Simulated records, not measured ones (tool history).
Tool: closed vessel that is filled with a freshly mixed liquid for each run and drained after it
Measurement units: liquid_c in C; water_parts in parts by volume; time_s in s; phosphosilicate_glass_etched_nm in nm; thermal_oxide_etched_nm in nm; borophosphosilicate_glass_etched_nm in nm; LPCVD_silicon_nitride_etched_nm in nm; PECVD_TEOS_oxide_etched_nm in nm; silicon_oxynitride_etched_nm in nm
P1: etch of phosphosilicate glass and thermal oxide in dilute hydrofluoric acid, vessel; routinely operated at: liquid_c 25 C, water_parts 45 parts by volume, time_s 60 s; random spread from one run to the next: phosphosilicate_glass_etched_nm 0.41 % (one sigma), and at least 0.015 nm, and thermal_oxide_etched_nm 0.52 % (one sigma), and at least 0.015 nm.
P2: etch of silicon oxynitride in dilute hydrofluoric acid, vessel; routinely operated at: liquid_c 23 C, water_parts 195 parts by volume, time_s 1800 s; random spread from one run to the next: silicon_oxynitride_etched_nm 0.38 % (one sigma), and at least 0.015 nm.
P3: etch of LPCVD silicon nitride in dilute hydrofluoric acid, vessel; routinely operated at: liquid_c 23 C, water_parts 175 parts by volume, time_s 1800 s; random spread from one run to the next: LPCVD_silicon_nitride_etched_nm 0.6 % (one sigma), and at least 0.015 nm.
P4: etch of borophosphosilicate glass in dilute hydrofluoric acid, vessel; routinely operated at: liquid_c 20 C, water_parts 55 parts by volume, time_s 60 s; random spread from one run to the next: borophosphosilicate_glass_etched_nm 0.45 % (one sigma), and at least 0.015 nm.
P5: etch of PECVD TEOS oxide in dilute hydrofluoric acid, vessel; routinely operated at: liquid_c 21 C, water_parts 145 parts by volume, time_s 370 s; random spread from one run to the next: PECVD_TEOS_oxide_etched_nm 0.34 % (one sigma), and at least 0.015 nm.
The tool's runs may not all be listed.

| run | hour | process | liquid_c | water_parts | time_s | hours since the thermometer was replaced | hours since the hydrofluoric acid flow meter was replaced | phosphosilicate_glass_etched_nm | thermal_oxide_etched_nm | borophosphosilicate_glass_etched_nm | LPCVD_silicon_nitride_etched_nm | PECVD_TEOS_oxide_etched_nm | silicon_oxynitride_etched_nm |
|---|---|---|---|---|---|---|---|---|---|---|---|---|---|
| 1 | 3.4 | P1 | 25 | 45 | 60 | 1103.1 | 297.1 | 90.742 | 6.8221 |  |  |  |  |
| 2 | 7.8 | P4 | 20 | 55 | 60 | 1107.5 | 301.5 |  |  | 42.357 |  |  |  |
| 3 | 12.6 | P1 | 25 | 45 | 105 | 1112.3 | 306.3 | 159.13 | 12.089 |  |  |  |  |
| 4 | 15.3 | P4 | 28.5 | 55 | 60 | 1115 | 309 |  |  | 59.476 |  |  |  |
| 5 | 19.7 | P3 | 27 | 175 | 1800 | 1119.4 | 313.4 |  |  |  | 5.7343 |  |  |
| 6 | 22.9 | P5 | 17 | 145 | 370 | 1122.6 | 316.6 |  |  |  |  | 35.541 |  |
| 7 | 27.5 | P1 | 25 | 45 | 60 | 1127.2 | 321.2 | 90.758 | 6.923 |  |  |  |  |
| 8 | 30.6 | P2 | 23 | 195 | 1800 | 1130.3 | 324.3 |  |  |  |  |  | 11.685 |
| 9 | 36.5 | P1 | 25 | 45 | 60 | 1136.2 | 330.2 | 91.16 | 6.9648 |  |  |  |  |
| 10 | 39.2 | P5 | 21 | 145 | 665 | 1138.9 | 332.9 |  |  |  |  | 74.801 |  |
| 11 | 42.8 | P1 | 21 | 45 | 60 | 1142.5 | 336.5 | 76.715 | 5.8584 |  |  |  |  |
| 12 | 47.2 | P1 | 25 | 25 | 60 | 1146.9 | 340.9 | 168.01 | 12.779 |  |  |  |  |
| 13 | 52.6 | P2 | 23 | 110 | 1800 | 1152.3 | 346.3 |  |  |  |  |  | 22.175 |
| 14 | 56.6 | P4 | 20 | 20 | 60 | 1156.3 | 350.3 |  |  | 120.62 |  |  |  |
| 15 | 59.4 | P4 | 20 | 55 | 60 | 1159.1 | 353.1 |  |  | 41.819 |  |  |  |
| 16 | 64 | P2 | 17 | 195 | 1800 | 1163.7 | 357.7 |  |  |  |  |  | 8.7411 |
| 17 | 68.6 | P4 | 20 | 55 | 30 | 1168.3 | 362.3 |  |  | 21.026 |  |  |  |
| 18 | 72.2 | P2 | 23 | 195 | 1800 | 1171.9 | 365.9 |  |  |  |  |  | 11.667 |
| 19 | 76 | P1 | 30 | 45 | 60 | 1175.7 | 369.7 | 110.42 | 8.4115 |  |  |  |  |
| 20 | 81.7 | P3 | 23 | 175 | 1800 | 1181.4 | 375.4 |  |  |  | 4.5075 |  |  |
| 21 | 86 | P5 | 21 | 145 | 370 | 1185.7 | 379.7 |  |  |  |  | 41.784 |  |
| 22 | 90.5 | P5 | 21 | 45 | 370 | 1190.2 | 384.2 |  |  |  |  | 150.92 |  |
| 23 | 94.9 | P1 | 30.5 | 45 | 30 | 1194.6 | 388.6 | 56.499 | 4.3063 |  |  |  |  |
| 24 | 98 | P1 | 25 | 30 | 35 | 1197.7 | 391.7 | 81.664 | 6.2015 |  |  |  |  |
| 25 | 102.7 | P1 | 25 | 45 | 30 | 1202.4 | 396.4 | 45.478 | 3.5084 |  |  |  |  |
| 26 | 108.5 | P5 | 21 | 145 | 370 | 1208.2 | 402.2 |  |  |  |  | 41.693 |  |
|  | 108.9 | hydrofluoric acid flow meter replaced |
| 27 | 113.6 | P2 | 23 | 195 | 935 | 1213.3 | 4.8 |  |  |  |  |  | 6.045 |
| 28 | 117.9 | P3 | 23 | 320 | 1800 | 1217.6 | 9.1 |  |  |  | 2.4671 |  |  |
| 29 | 120.9 | P1 | 25 | 60 | 60 | 1220.6 | 12.1 | 66.537 | 5.0764 |  |  |  |  |
| 30 | 125.7 | P3 | 23 | 175 | 3085 | 1225.4 | 16.9 |  |  |  | 7.6224 |  |  |
| 31 | 131.1 | P1 | 25 | 45 | 60 | 1230.8 | 22.3 | 90.582 | 6.9008 |  |  |  |  |
| 32 | 134.4 | P1 | 25 | 45 | 60 | 1234.1 | 25.6 | 90.152 | 6.8141 |  |  |  |  |
| 33 | 137.6 | P1 | 25 | 45 | 60 | 1237.3 | 28.8 | 91.858 | 6.9726 |  |  |  |  |
| 34 | 142.8 | P1 | 25 | 45 | 60 | 1242.5 | 34 | 94.436 | 7.1609 |  |  |  |  |
| 35 | 147.5 | P1 | 25 | 45 | 60 | 1247.2 | 38.7 | 94.631 | 7.1503 |  |  |  |  |
| 36 | 152.4 | P1 | 25 | 45 | 60 | 1252.1 | 43.6 | 95.222 | 7.2675 |  |  |  |  |
| 37 | 155.2 | P1 | 25 | 45 | 60 | 1254.9 | 46.4 | 94.553 | 7.22 |  |  |  |  |
| 38 | 159.3 | P1 | 25 | 45 | 60 | 1259 | 50.5 | 95.557 | 7.2524 |  |  |  |  |
| 39 | 162.1 | P1 | 25 | 45 | 60 | 1261.8 | 53.3 | 95.977 | 7.2822 |  |  |  |  |
| 40 | 166.8 | P1 | 25 | 45 | 60 | 1266.5 | 58 | 96.194 | 7.2994 |  |  |  |  |
| 41 | 170.4 | P1 | 25 | 45 | 60 | 1270.1 | 61.6 | 96.293 | 7.2952 |  |  |  |  |
| 42 | 175.2 | P1 | 25 | 45 | 60 | 1274.9 | 66.4 | 95.922 | 7.3311 |  |  |  |  |
| 43 | 179.8 | P1 | 25 | 45 | 60 | 1279.5 | 71 | 95.915 | 7.3102 |  |  |  |  |

Compared with where it was, what P1 gives has crept away. Each cause listed below fits the log as well as the rest, at the size given for it:
A: liquid hotter than its thermometer reads (K) = 1.41
B: hydrofluoric acid flow above the setpoint (%) = 5.57
Onset of the creep was near hour 134.4.

Of the 4 check runs below, each run on 2 wafers with the results averaged and each result still a question mark, which one would tell the listed causes apart?
| check 1 | 184.4 | P5 | 17 | 55 | 370 |  |  |  |  |  |  | ? |  |
| check 2 | 184.4 | P2 | 17 | 195 | 990 |  |  |  |  |  |  |  | ? |
| check 3 | 184.4 | P3 | 23 | 230 | 2970 |  |  |  |  |  | ? |  |  |
| check 4 | 184.4 | P4 | 24.5 | 55 | 30 |  |  |  |  | ? |  |  |  |

Check results expected under each cause:
| check | result | if A | if B |
|---|---|---|---|
| check 1 | PECVD_TEOS_oxide_etched_nm | 109.15 | 108.78 |
| check 2 | silicon_oxynitride_etched_nm | 5.1742 | 5.1387 |
| check 3 | LPCVD_silicon_nitride_etched_nm | 6.1716 | 5.9593 |
| check 4 | borophosphosilicate_glass_etched_nm | 26.818 | 26.839 |
Smallest distance between any two causes, each pair judged by its most separating result, in per cent: check 1 0.34 %; check 2 0.69 %; check 3 3.5 %; check 4 0.08 %
The other checks would show nearly matching results whichever cause is true, so check 3 is the only one that separates the causes.

Then check 3 was run and gave: LPCVD_silicon_nitride_etched_nm 5.9923 nm. Which cause is it?

The correct cause is B, namely: hydrofluoric acid flow above the setpoint (%).

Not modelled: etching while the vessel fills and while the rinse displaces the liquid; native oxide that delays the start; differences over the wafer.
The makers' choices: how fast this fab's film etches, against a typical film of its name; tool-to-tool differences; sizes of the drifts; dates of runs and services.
